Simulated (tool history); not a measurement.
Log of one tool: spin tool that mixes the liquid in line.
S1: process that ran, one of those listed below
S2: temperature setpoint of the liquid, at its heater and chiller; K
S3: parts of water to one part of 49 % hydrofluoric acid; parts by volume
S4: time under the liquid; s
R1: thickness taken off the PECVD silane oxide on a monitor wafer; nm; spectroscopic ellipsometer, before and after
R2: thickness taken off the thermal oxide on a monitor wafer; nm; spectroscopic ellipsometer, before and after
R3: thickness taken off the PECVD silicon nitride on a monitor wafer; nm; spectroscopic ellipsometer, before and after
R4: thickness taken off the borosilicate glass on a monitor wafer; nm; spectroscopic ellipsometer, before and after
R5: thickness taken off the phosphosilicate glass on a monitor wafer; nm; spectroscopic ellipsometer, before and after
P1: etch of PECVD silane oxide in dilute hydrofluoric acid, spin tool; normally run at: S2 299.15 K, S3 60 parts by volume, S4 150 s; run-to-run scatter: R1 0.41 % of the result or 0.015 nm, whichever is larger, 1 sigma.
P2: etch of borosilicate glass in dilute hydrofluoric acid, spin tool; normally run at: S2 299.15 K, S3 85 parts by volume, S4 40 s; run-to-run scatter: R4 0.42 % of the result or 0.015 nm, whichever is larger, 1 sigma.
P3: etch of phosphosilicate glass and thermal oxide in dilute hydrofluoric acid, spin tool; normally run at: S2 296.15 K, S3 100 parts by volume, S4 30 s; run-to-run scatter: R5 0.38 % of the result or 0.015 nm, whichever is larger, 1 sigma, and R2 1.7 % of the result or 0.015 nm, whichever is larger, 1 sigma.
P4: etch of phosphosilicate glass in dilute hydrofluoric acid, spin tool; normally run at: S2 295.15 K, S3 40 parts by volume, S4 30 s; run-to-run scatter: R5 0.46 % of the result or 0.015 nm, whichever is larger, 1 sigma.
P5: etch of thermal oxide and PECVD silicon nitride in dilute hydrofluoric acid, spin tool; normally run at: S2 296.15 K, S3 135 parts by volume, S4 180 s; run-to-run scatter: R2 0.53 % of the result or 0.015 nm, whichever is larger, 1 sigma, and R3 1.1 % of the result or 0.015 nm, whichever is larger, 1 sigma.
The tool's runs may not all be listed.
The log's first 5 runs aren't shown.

{"run": 6, "day": 2.992, "S1": "P5", "S2": 296.15, "S3": 50, "S4": 180, "R2": 17.208, "R3": 7.0257}
{"run": 7, "day": 3.454, "S1": "P2", "S2": 299.15, "S3": 85, "S4": 40, "R4": 16.489}
{"run": 8, "day": 3.879, "S1": "P1", "S2": 299.15, "S3": 60, "S4": 150, "R1": 41.007}
{"run": 9, "day": 4.379, "S1": "P5", "S2": 300.15, "S3": 135, "S4": 180, "R2": 6.7126, "R3": 3.4627}
{"run": 10, "day": 4.817, "S1": "P1", "S2": 299.15, "S3": 60, "S4": 150, "R1": 41.2}
{"run": 11, "day": 5.283, "S1": "P4", "S2": 295.15, "S3": 40, "S4": 60, "R5": 297.59}
{"run": 12, "day": 5.612, "S1": "P4", "S2": 299.15, "S3": 40, "S4": 30, "R5": 174.63}
{"run": 13, "day": 6.042, "S1": "P2", "S2": 299.15, "S3": 85, "S4": 40, "R4": 16.397}
{"day": 6.212, "done": "thermometer replaced"}
{"run": 14, "day": 6.521, "S1": "P5", "S2": 296.15, "S3": 135, "S4": 180, "R2": 5.7491, "R3": 2.6374}
{"run": 15, "day": 6.992, "S1": "P2", "S2": 304.15, "S3": 85, "S4": 40, "R4": 20.087}
{"run": 16, "day": 7.412, "S1": "P1", "S2": 306.65, "S3": 60, "S4": 150, "R1": 54.969}
{"run": 17, "day": 7.996, "S1": "P1", "S2": 299.15, "S3": 60, "S4": 240, "R1": 66.007}
{"run": 18, "day": 8.621, "S1": "P2", "S2": 299.15, "S3": 85, "S4": 70, "R4": 28.702}
{"run": 19, "day": 9.088, "S1": "P1", "S2": 299.15, "S3": 60, "S4": 150, "R1": 41.29}
{"run": 20, "day": 9.429, "S1": "P3", "S2": 296.15, "S3": 100, "S4": 60, "R2": 2.8074, "R5": 75.809}
{"run": 21, "day": 9.762, "S1": "P4", "S2": 295.15, "S3": 40, "S4": 30, "R5": 149.32}
{"run": 22, "day": 10.221, "S1": "P1", "S2": 299.15, "S3": 60, "S4": 150, "R1": 41.181}
{"run": 23, "day": 10.742, "S1": "P2", "S2": 299.15, "S3": 50, "S4": 40, "R4": 29.417}
{"run": 24, "day": 11.092, "S1": "P3", "S2": 296.15, "S3": 160, "S4": 30, "R2": 0.82258, "R5": 22.173}
{"run": 25, "day": 11.504, "S1": "P4", "S2": 295.15, "S3": 40, "S4": 30, "R5": 149.57}
{"run": 26, "day": 11.967, "S1": "P1", "S2": 299.15, "S3": 60, "S4": 40, "R1": 10.842}
{"run": 27, "day": 12.308, "S1": "P3", "S2": 290.65, "S3": 100, "S4": 30, "R2": 1.1272, "R5": 30.074}

Forecast run 28:
{"run": 28, "day": 12.596, "S1": "P1", "S2": 299.15, "S3": 105, "S4": 150, "R1": "?"}

{"run 28": {"R1": 22.076}}
